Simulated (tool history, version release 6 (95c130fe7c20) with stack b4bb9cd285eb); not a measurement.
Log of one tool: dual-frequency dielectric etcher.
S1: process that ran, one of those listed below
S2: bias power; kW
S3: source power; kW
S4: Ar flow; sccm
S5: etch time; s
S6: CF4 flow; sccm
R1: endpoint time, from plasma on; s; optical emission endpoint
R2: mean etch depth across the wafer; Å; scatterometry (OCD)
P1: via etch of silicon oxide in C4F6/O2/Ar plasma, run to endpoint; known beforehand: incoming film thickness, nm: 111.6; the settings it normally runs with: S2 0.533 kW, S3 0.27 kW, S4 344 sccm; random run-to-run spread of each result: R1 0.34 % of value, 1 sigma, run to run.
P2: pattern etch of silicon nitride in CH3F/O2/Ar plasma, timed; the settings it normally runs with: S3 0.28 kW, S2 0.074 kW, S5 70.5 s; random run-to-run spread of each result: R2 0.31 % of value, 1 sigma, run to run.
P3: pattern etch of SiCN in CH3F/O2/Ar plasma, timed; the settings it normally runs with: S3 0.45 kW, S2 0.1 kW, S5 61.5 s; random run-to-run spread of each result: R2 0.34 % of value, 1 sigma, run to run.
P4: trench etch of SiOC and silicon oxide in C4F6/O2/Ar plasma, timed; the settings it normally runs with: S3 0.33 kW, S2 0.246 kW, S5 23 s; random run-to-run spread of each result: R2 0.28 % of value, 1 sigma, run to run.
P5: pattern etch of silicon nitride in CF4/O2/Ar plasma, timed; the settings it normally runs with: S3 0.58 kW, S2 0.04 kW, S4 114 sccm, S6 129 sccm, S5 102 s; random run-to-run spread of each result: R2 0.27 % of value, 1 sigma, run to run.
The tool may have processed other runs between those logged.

| run | day | S1 | S2 | S3 | S4 | S5 | S6 | R1 | R2 |
|---|---|---|---|---|---|---|---|---|---|
| 1 | 0.479 | P1 | 0.533 | 0.27 | 344 |  |  | 27.172 |  |
| 2 | 0.888 | P4 | 0.246 | 0.2 |  | 23 |  |  | 384.94 |
| 3 | 1.646 | P5 | 0.04 | 0.35 | 114 | 102 | 129 |  | 1340.9 |
| 4 | 2.208 | P1 | 0.533 | 0.27 | 344 |  |  | 27.137 |  |
| 5 | 2.558 | P3 | 0.1 | 0.45 |  | 61.5 |  |  | 281.94 |
| 6 | 3.05 | P2 | 0.074 | 0.28 |  | 50 |  |  | 304.62 |
| 7 | 3.754 | P1 | 0.533 | 0.27 | 344 |  |  | 27.08 |  |
| 8 | 4.304 | P3 | 0.063 | 0.45 |  | 61.5 |  |  | 239.28 |
| 9 | 4.688 | P1 | 0.322 | 0.27 | 249 |  |  | 31.648 |  |
| 10 | 5.017 | P1 | 0.317 | 0.27 | 344 |  |  | 32.953 |  |
| 11 | 5.708 | P1 | 0.668 | 0.27 | 344 |  |  | 24.756 |  |
| 12 | 6.067 | P4 | 0.246 | 0.33 |  | 13.5 |  |  | 272.9 |
| 13 | 6.638 | P3 | 0.1 | 0.45 |  | 61.5 |  |  | 282.05 |
| 14 | 7.179 | P2 | 0.088 | 0.28 |  | 70.5 |  |  | 459.69 |
| 15 | 7.612 | P1 | 0.533 | 0.16 | 344 |  |  | 32.867 |  |
| 16 | 8.333 | P4 | 0.246 | 0.33 |  | 23 |  |  | 462.51 |
| 17 | 9 | P1 | 0.533 | 0.27 | 344 |  |  | 27.024 |  |
| 18 | 9.371 | P5 | 0.04 | 0.58 | 156 | 102 | 129 |  | 1995.4 |
| 19 | 10.017 | P1 | 0.533 | 0.27 | 203 |  |  | 25.559 |  |
| 20 | 10.508 | P1 | 0.628 | 0.33 | 344 |  |  | 23.566 |  |
| 21 | 11.208 | P5 | 0.04 | 0.58 | 114 | 80 | 129 |  | 1641.3 |
| 22 | 11.604 | P2 | 0.074 | 0.28 |  | 70.5 |  |  | 429.81 |
| 23 | 12.238 | P1 | 0.533 | 0.27 | 444 |  |  | 27.93 |  |
| 24 | 12.575 | P3 | 0.1 | 0.27 |  | 61.5 |  |  | 232.77 |
| 25 | 13.258 | P1 | 0.533 | 0.27 | 344 |  |  | 27.039 |  |
| 26 | 13.812 | P1 | 0.533 | 0.27 | 344 |  |  | 27.058 |  |
| 27 | 14.379 | P3 | 0.1 | 0.45 |  | 47.5 |  |  | 217.23 |
| 28 | 15.117 | P4 | 0.146 | 0.33 |  | 23 |  |  | 392.68 |
| 29 | 15.867 | P2 | 0.074 | 0.18 |  | 70.5 |  |  | 366.19 |
| 30 | 16.492 | P1 | 0.533 | 0.35 | 344 |  |  | 24.65 |  |
| 31 | 16.883 | P5 | 0.031 | 0.58 | 114 | 102 | 129 |  | 1914.1 |
| 32 | 17.633 | P5 | 0.04 | 0.58 | 114 | 102 | 129 |  | 2102.3 |
| 33 | 18.371 | P5 | 0.04 | 0.58 | 114 | 102 | 170 |  | 2154.5 |
| 34 | 19.108 | P1 | 0.533 | 0.27 | 344 |  |  | 27.114 |  |
| 35 | 19.733 | P1 | 0.533 | 0.27 | 344 |  |  | 27.052 |  |
| 36 | 20.142 | P1 | 0.533 | 0.27 | 344 |  |  | 27.012 |  |
| 37 | 20.538 | P1 | 0.533 | 0.27 | 344 |  |  | 26.922 |  |
| 38 | 21.121 | P1 | 0.533 | 0.27 | 344 |  |  | 26.776 |  |
| 39 | 21.688 | P1 | 0.533 | 0.27 | 344 |  |  | 26.711 |  |
| 40 | 22.271 | P1 | 0.533 | 0.27 | 344 |  |  | 26.703 |  |
|  | 22.85 | wet clean of the chamber |
| 41 | 22.925 | P1 | 0.533 | 0.27 | 344 |  |  | 26.542 |  |
|  | 23.408 | Ar flow controller replaced |
| 42 | 23.679 | P1 | 0.533 | 0.27 | 344 |  |  | 26.883 |  |
| 43 | 24.058 | P1 | 0.533 | 0.27 | 344 |  |  | 26.698 |  |
| 44 | 24.671 | P1 | 0.533 | 0.27 | 344 |  |  | 26.636 |  |

What P1 gives has crept off from where it sat before. The 2 causes that follow fit the log equally well, each at the size noted:
A: bias power that arrives over what is set, % = 4.55
B: source power that arrives over what is set, % = 4.8
The drift started at roughly day 19.733.
What rules out each remaining cause:
chamber walls in a state that raises the etch rate, %: maintenance at day 22.85, after the shift began, did not return the process to its former output
Ar flow that arrives under what is set, %: maintenance at day 23.408, after the shift began, did not return the process to its former output

Below are 4 check runs, each on a single wafer, with their results shown as question marks. Which of them would tell the listed causes apart, meaning the causes would give clearly different results under it?
| check 1 | 25.283 | P5 | 0.04 | 0.58 | 114 | 102 | 129 |  | ? |
| check 2 | 25.283 | P3 | 0.1 | 0.45 |  | 61.5 |  |  | ? |
| check 3 | 25.283 | P4 | 0.246 | 0.33 |  | 23 |  |  | ? |
| check 4 | 25.283 | P2 | 0.074 | 0.28 |  | 70.5 |  |  | ? |

If the cause were each of the candidates in turn, the checks would give the following:
| check | result | if A | if B |
|---|---|---|---|
| check 1 | R2 | 2119.2 | 2174.6 |
| check 2 | R2 | 286.68 | 286.86 |
| check 3 | R2 | 470.63 | 471.86 |
| check 4 | R2 | 437.96 | 438.75 |
How far apart the two closest causes lie, in the result that separates them most: check 1 2.58 %; check 2 0.06 %; check 3 0.26 %; check 4 0.18 %
Check 1 is the one run that separates the causes; every other check would come out nearly the same whichever cause is at work.

Here is what check 1 returned: R2 2115.3 Å. Which cause is it?

It was cause A: bias power that arrives over what is set, %.
